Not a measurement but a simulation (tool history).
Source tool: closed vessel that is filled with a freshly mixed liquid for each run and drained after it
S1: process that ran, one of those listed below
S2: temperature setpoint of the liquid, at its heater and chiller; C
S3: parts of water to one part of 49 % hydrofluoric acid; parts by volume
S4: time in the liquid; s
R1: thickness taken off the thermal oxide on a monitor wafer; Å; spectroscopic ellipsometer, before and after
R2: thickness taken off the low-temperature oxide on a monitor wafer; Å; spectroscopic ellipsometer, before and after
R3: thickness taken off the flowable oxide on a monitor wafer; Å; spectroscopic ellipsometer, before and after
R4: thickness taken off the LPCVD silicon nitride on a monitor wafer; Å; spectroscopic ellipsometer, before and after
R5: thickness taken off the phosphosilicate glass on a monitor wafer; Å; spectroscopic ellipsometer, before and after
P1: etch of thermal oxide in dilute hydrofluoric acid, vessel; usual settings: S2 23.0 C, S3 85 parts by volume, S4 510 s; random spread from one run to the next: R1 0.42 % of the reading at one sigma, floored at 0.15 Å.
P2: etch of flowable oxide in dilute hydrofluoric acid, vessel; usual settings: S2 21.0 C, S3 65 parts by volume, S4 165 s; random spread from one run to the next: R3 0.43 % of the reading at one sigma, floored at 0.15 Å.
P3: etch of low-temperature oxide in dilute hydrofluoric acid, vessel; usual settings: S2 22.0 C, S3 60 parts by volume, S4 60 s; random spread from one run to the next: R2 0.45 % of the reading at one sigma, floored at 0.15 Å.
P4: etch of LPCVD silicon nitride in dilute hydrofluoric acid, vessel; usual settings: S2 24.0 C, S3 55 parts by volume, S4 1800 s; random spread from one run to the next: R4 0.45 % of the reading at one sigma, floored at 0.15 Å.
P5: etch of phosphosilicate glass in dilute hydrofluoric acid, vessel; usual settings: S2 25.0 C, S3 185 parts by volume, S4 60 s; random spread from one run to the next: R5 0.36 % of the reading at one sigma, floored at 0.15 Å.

| run | hour | S1 | S2 | S3 | S4 | R1 | R2 | R3 | R4 | R5 |
|---|---|---|---|---|---|---|---|---|---|---|
| 1 | 17.5 | P1 | 23.0 | 85 | 510 | 266.070 |  |  |  |  |
| 2 | 28.7 | P1 | 18.0 | 85 | 30 | 12.811 |  |  |  |  |
| 3 | 45.1 | P3 | 22.0 | 110 | 60 |  | 69.043 |  |  |  |
|  | 51.7 | hydrofluoric acid flow meter replaced |
| 4 | 56.4 | P1 | 23.0 | 85 | 895 | 470.170 |  |  |  |  |
| 5 | 64.7 | P2 | 21.0 | 35 | 165 |  |  | 1029.00 |  |  |
| 6 | 76.5 | P4 | 24.0 | 55 | 1800 |  |  |  | 146.3800 |  |
| 7 | 87.5 | P3 | 22.0 | 60 | 60 |  | 133.950 |  |  |  |
| 8 | 97.8 | P1 | 23.0 | 85 | 205 | 107.300 |  |  |  |  |
| 9 | 113.4 | P1 | 23.0 | 135 | 510 | 158.590 |  |  |  |  |
| 10 | 124.1 | P4 | 24.0 | 20 | 1800 |  |  |  | 388.8400 |  |
| 11 | 138.1 | P4 | 24.0 | 55 | 1800 |  |  |  | 146.3200 |  |
| 12 | 154.0 | P1 | 23.0 | 45 | 510 | 535.630 |  |  |  |  |
| 13 | 164.1 | P4 | 18.5 | 55 | 1800 |  |  |  | 99.2670 |  |
| 14 | 181.9 | P1 | 23.0 | 85 | 510 | 267.780 |  |  |  |  |
| 15 | 192.5 | P2 | 21.0 | 65 | 290 |  |  | 935.66 |  |  |
| 16 | 205.6 | P5 | 25.0 | 185 | 85 |  |  |  |  | 658.53 |
| 17 | 217.4 | P3 | 22.0 | 60 | 60 |  | 134.770 |  |  |  |
| 18 | 229.1 | P5 | 25.0 | 185 | 60 |  |  |  |  | 465.24 |
| 19 | 237.5 | P5 | 17.5 | 185 | 60 |  |  |  |  | 347.39 |
| 20 | 252.2 | P3 | 17.0 | 60 | 60 |  | 108.570 |  |  |  |
| 21 | 268.6 | P2 | 21.0 | 65 | 165 |  |  | 535.31 |  |  |
| 22 | 278.5 | P1 | 17.0 | 85 | 510 | 208.390 |  |  |  |  |
| 23 | 292.3 | P1 | 23.0 | 85 | 510 | 268.000 |  |  |  |  |
| 24 | 302.0 | P3 | 22.0 | 60 | 30 |  | 66.380 |  |  |  |
| 25 | 311.4 | P1 | 27.0 | 85 | 510 | 312.140 |  |  |  |  |
| 26 | 320.2 | P2 | 17.0 | 65 | 165 |  |  | 449.73 |  |  |
| 27 | 335.1 | P1 | 23.0 | 85 | 510 | 267.170 |  |  |  |  |
| 28 | 345.7 | P1 | 23.0 | 85 | 510 | 266.240 |  |  |  |  |
| 29 | 358.7 | P4 | 24.0 | 55 | 35 |  |  |  | 3.1176 |  |
| 30 | 370.6 | P5 | 25.0 | 55 | 60 |  |  |  |  | 1839.20 |
| 31 | 385.6 | P1 | 23.0 | 85 | 510 | 266.440 |  |  |  |  |
| 32 | 394.8 | P1 | 23.0 | 85 | 510 | 275.100 |  |  |  |  |
| 33 | 403.8 | P1 | 23.0 | 85 | 510 | 280.930 |  |  |  |  |
| 34 | 419.1 | P1 | 23.0 | 85 | 510 | 283.810 |  |  |  |  |
| 35 | 433.7 | P1 | 23.0 | 85 | 510 | 287.210 |  |  |  |  |
| 36 | 446.8 | P1 | 23.0 | 85 | 510 | 287.450 |  |  |  |  |
| 37 | 461.6 | P1 | 23.0 | 85 | 510 | 289.040 |  |  |  |  |
| 38 | 473.5 | P1 | 23.0 | 85 | 510 | 290.480 |  |  |  |  |

Compared with where it was, what P1 gives has crept away. Each cause listed below fits the log as well as the rest, at the size given for it:
A: hydrofluoric acid flow above the setpoint (%) = 7.45
B: liquid hotter than its thermometer reads (K) = 1.98
The creep began at about hour 385.6.

Consider the 4 single-wafer check runs listed below, results given as question marks: which one distinguishes between the causes by giving clearly different results for each?
| check 1 | 485.4 | P5 | 19.5 | 60 | 60 |  |  |  |  | ? |
| check 2 | 485.4 | P2 | 21.0 | 45 | 250 |  |  | ? |  |  |
| check 3 | 485.4 | P4 | 20.0 | 55 | 1800 |  |  |  | ? |  |
| check 4 | 485.4 | P3 | 22.0 | 105 | 30 |  | ? |  |  |  |

Check results expected under each cause:
| check | result | if A | if B |
|---|---|---|---|
| check 1 | R5 | 1433.00 | 1442.30 |
| check 2 | R3 | 1291.70 | 1301.30 |
| check 3 | R4 | 119.0200 | 127.1900 |
| check 4 | R2 | 39.342 | 39.284 |
Per check, the gap between the least separated pair of causes, taken in the result that splits them most: check 1 0.64 %; check 2 0.74 %; check 3 6.64 %; check 4 0.15 %
The causes can be told apart only by check 3. The other checks would give nearly the same results under each of them.

Here is what check 3 returned: R4 127.2900 Å. Which cause is it?

The correct cause is B, namely: liquid hotter than its thermometer reads (K).

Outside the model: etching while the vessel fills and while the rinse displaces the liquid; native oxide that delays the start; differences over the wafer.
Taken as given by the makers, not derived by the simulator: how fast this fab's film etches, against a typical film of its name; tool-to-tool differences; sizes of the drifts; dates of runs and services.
